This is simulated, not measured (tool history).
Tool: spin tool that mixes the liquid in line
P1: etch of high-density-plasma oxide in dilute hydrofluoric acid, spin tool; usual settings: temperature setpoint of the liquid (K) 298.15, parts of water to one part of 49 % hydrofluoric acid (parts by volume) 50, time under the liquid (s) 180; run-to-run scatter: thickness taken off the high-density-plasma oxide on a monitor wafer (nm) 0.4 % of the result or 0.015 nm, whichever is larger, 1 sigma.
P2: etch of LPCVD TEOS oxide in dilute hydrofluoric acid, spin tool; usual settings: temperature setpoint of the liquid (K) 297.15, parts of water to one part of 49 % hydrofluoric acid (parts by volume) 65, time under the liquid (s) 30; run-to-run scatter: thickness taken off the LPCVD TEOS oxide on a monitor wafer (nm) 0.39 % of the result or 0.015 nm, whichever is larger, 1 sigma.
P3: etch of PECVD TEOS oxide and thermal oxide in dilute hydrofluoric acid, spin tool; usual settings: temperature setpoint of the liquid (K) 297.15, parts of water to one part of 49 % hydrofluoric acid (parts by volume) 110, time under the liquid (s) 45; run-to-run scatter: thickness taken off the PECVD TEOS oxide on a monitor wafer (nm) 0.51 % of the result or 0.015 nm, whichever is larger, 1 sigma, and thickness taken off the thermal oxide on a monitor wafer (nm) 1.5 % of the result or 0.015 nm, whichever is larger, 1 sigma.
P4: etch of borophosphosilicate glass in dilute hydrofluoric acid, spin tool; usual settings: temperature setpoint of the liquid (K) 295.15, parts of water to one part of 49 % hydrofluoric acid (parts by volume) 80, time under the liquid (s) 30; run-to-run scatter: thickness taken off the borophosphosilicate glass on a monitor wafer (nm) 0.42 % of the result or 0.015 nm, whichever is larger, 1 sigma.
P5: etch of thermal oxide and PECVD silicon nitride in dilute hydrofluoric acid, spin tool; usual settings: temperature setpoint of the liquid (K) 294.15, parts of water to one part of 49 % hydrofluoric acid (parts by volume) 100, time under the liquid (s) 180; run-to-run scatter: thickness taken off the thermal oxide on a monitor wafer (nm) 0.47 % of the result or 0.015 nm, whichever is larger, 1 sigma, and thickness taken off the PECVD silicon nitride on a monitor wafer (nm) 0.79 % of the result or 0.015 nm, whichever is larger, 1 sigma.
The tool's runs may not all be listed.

run	hour	process that ran	temperature setpoint of the liquid (K)	parts of water to one part of 49 % hydrofluoric acid (parts by volume)	time under the liquid (s)	thickness taken off the high-density-plasma oxide on a monitor wafer (nm)	thickness taken off the PECVD TEOS oxide on a monitor wafer (nm)	thickness taken off the thermal oxide on a monitor wafer (nm)	thickness taken off the PECVD silicon nitride on a monitor wafer (nm)	thickness taken off the borophosphosilicate glass on a monitor wafer (nm)	thickness taken off the LPCVD TEOS oxide on a monitor wafer (nm)
1	5.0	P1	298.15	50	180	20.602					
2	8.5	P1	298.15	50	180	20.614					
3	11.8	P3	297.15	110	70		10.6000	2.6740			
4	15.7	P5	294.15	100	60			2.5235	1.0022		
5	19.0	P5	294.15	100	180			7.5311	3.0516		
6	26.1	P4	295.15	80	15					5.356	
7	32.4	P2	297.15	65	15						13.382
8	36.6	P2	297.15	65	30						26.505
9	43.6	P3	297.15	30	45		27.7910	7.0168			
10	50.3	P1	298.15	50	180	20.691					
11	54.4	P3	297.15	110	45		6.7855	1.7729			
12	59.9	P4	295.15	40	30					22.478	
13	66.0	P1	298.15	50	180	20.545					
14	73.0	P3	292.15	110	45		5.5069	1.4286			
# hour 77.5: hydrofluoric acid flow meter replaced
15	78.3	P4	298.65	80	30					12.358	
16	81.8	P1	298.15	50	95	10.895					
17	88.6	P1	298.15	70	180	14.316					
18	91.9	P3	297.15	110	45		6.7696	1.7449			
19	97.4	P1	303.15	50	180	25.160					
20	104.4	P1	298.15	20	180	53.528					
21	110.1	P4	295.15	80	30					10.736	
22	115.8	P2	297.15	30	30						60.250
23	121.9	P4	295.15	80	30					10.725	
24	127.5	P5	301.65	100	180			10.1130	5.0554		
25	132.3	P2	297.15	65	30						26.459
26	137.8	P1	298.15	50	180	20.786					
27	141.8	P1	304.65	50	305	45.283					
28	145.4	P1	298.15	50	180	20.661					
# hour 145.8: thermometer replaced
29	148.6	P2	302.15	65	30						32.509
30	153.9	P1	292.65	50	180	16.296					

Run 31 comes next. What will it give?
31	160.3	P5	294.15	185	180			?	?		

Run 31 gave thickness taken off the thermal oxide on a monitor wafer (nm) 3.7494, thickness taken off the PECVD silicon nitride on a monitor wafer (nm) 1.7012.

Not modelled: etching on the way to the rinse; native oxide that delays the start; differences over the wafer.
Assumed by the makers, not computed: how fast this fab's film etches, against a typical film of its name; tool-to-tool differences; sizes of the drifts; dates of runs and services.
